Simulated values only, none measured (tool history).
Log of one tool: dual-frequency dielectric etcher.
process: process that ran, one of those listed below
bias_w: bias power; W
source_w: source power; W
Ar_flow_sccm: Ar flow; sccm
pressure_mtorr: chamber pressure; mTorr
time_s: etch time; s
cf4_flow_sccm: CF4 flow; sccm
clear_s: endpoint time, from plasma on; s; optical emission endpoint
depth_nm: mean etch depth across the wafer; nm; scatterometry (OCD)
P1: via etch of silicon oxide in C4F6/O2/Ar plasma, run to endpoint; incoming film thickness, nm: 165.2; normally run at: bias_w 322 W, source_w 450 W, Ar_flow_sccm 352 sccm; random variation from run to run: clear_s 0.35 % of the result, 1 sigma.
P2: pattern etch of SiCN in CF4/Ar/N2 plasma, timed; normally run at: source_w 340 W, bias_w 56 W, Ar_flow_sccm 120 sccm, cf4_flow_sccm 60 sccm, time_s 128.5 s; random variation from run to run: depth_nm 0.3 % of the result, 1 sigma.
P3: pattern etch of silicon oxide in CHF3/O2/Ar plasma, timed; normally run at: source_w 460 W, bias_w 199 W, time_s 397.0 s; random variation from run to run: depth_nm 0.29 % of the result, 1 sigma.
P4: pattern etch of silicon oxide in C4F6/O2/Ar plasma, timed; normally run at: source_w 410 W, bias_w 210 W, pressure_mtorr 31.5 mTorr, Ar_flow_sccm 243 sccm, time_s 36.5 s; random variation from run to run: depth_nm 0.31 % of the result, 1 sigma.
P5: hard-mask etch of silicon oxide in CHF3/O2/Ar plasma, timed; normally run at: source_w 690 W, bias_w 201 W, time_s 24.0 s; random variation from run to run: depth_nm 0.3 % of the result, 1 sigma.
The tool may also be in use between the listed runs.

run   hour  process  bias_w  source_w  Ar_flow_sccm  pressure_mtorr  time_s  cf4_flow_sccm  hours since the last wet clean  hours since the last bias power generator calibration  hours since the last source power generator calibration  hours since the last Ar flow controller change  clear_s  depth_nm
  1    9.7       P1     322       450           352                                                                  195.0                                                 1513.2                                                   1038.9                                          1173.6   40.802
  2   20.2       P4     210       410           243            31.5    51.5                                          205.5                                                 1523.7                                                   1049.4                                          1184.1            171.890
  3   29.6       P1     322       450           352                                                                  214.9                                                 1533.1                                                   1058.8                                          1193.5   40.839
  4   40.5       P4     210       510           243            31.5    36.5                                          225.8                                                 1544.0                                                   1069.7                                          1204.4            132.480
  5   49.1       P3     199       550                                 397.0                                          234.4                                                 1552.6                                                   1078.3                                          1213.0            766.650
  6   59.3       P2      56       250           120                   128.5             60                           244.6                                                 1562.8                                                   1088.5                                          1223.2             55.492
  7   69.2       P2      40       340           120                   128.5             60                           254.5                                                 1572.7                                                   1098.4                                          1233.1             64.852
  8   74.8       P1     322       350           248                                                                  260.1                                                 1578.3                                                   1104.0                                          1238.7   43.074
  9   81.6       P4     210       410           243            38.0    36.5                                          266.9                                                 1585.1                                                   1110.8                                          1245.5            119.040
 10   87.5       P1     322       580           352                                                                  272.8                                                 1591.0                                                   1116.7                                          1251.4   37.268
 11   98.5       P1     432       450           352                                                                  283.8                                                 1602.0                                                   1127.7                                          1262.4   36.697
 12  106.2       P2      56       340           120                   128.5             47                           291.5                                                 1609.7                                                   1135.4                                          1270.1             69.596
 13  117.1       P4     210       410           243            31.5    36.5                                          302.4                                                 1620.6                                                   1146.3                                          1281.0            122.120
 14  126.0       P3     199       460                                 397.0                                          311.3                                                 1629.5                                                   1155.2                                          1289.9            713.930
 15  135.7       P5     201       690                                  24.0                                          321.0                                                 1639.2                                                   1164.9                                          1299.6             51.587
     136.2  -- Ar flow controller replaced
 16  145.5       P2      56       340           120                   128.5             60                           330.8                                                 1649.0                                                   1174.7                                             9.3             72.696
 17  154.7       P1     322       450           352                                                                  340.0                                                 1658.2                                                   1183.9                                            18.5   40.766
 18  161.7       P2      56       340            80                   128.5             60                           347.0                                                 1665.2                                                   1190.9                                            25.5             77.917
 19  167.4       P2      56       340           120                   128.5             60                           352.7                                                 1670.9                                                   1196.6                                            31.2             72.928
 20  174.0       P5     157       690                                  24.0                                          359.3                                                 1677.5                                                   1203.2                                            37.8             47.304
 21  181.1       P1     322       450           352                                                                  366.4                                                 1684.6                                                   1210.3                                            44.9   40.821
 22  189.8       P3     241       460                                 397.0                                          375.1                                                 1693.3                                                   1219.0                                            53.6            757.630
 23  197.8       P4     134       410           243            31.5    36.5                                          383.1                                                 1701.3                                                   1227.0                                            61.6            105.760
 24  205.1       P5     201       690                                  18.0                                          390.4                                                 1708.6                                                   1234.3                                            68.9             38.719
 25  215.0       P5     201       430                                  24.0                                          400.3                                                 1718.5                                                   1244.2                                            78.8             43.232
 26  221.7       P1     322       450           479                                                                  407.0                                                 1725.2                                                   1250.9                                            85.5   42.328
 27  228.8       P1     322       280           352                                                                  414.1                                                 1732.3                                                   1258.0                                            92.6   49.017
 28  237.8       P1     322       450           243                                                                  423.1                                                 1741.3                                                   1267.0                                           101.6   39.096
 29  242.8       P1     322       450           352                                                                  428.1                                                 1746.3                                                   1272.0                                           106.6   40.612
 30  250.0       P1     322       350           435                                                                  435.3                                                 1753.5                                                   1279.2                                           113.8   45.805
 31  261.4       P3     199       460                                 572.5                                          446.7                                                 1764.9                                                   1290.6                                           125.2           1029.500
 32  266.3       P4     210       410           196            31.5    36.5                                          451.6                                                 1769.8                                                   1295.5                                           130.1            126.170
 33  272.0       P2      56       340           120                   182.0             60                           457.3                                                 1775.5                                                   1301.2                                           135.8            102.250
 34  279.4       P1     322       540           481                                                                  464.7                                                 1782.9                                                   1308.6                                           143.2   39.616
 35  285.3       P1     262       450           352                                                                  470.6                                                 1788.8                                                   1314.5                                           149.1   43.985
 36  292.3       P1     322       450           352                                                                  477.6                                                 1795.8                                                   1321.5                                           156.1   40.657
 37  301.9       P1     322       450           352                                                                  487.2                                                 1805.4                                                   1331.1                                           165.7   41.187
 38  311.4       P1     322       450           352                                                                  496.7                                                 1814.9                                                   1340.6                                           175.2   41.431
 39  322.5       P1     322       450           352                                                                  507.8                                                 1826.0                                                   1351.7                                           186.3   41.209

Run 40 comes next. What will it give?
     322.9  -- wet clean of the chamber
 40  331.5       P1     322       450           352                                                                    8.7                                                 1835.0                                                   1360.7                                           195.3        ?

Run 40 gave clear_s 41.384 s.
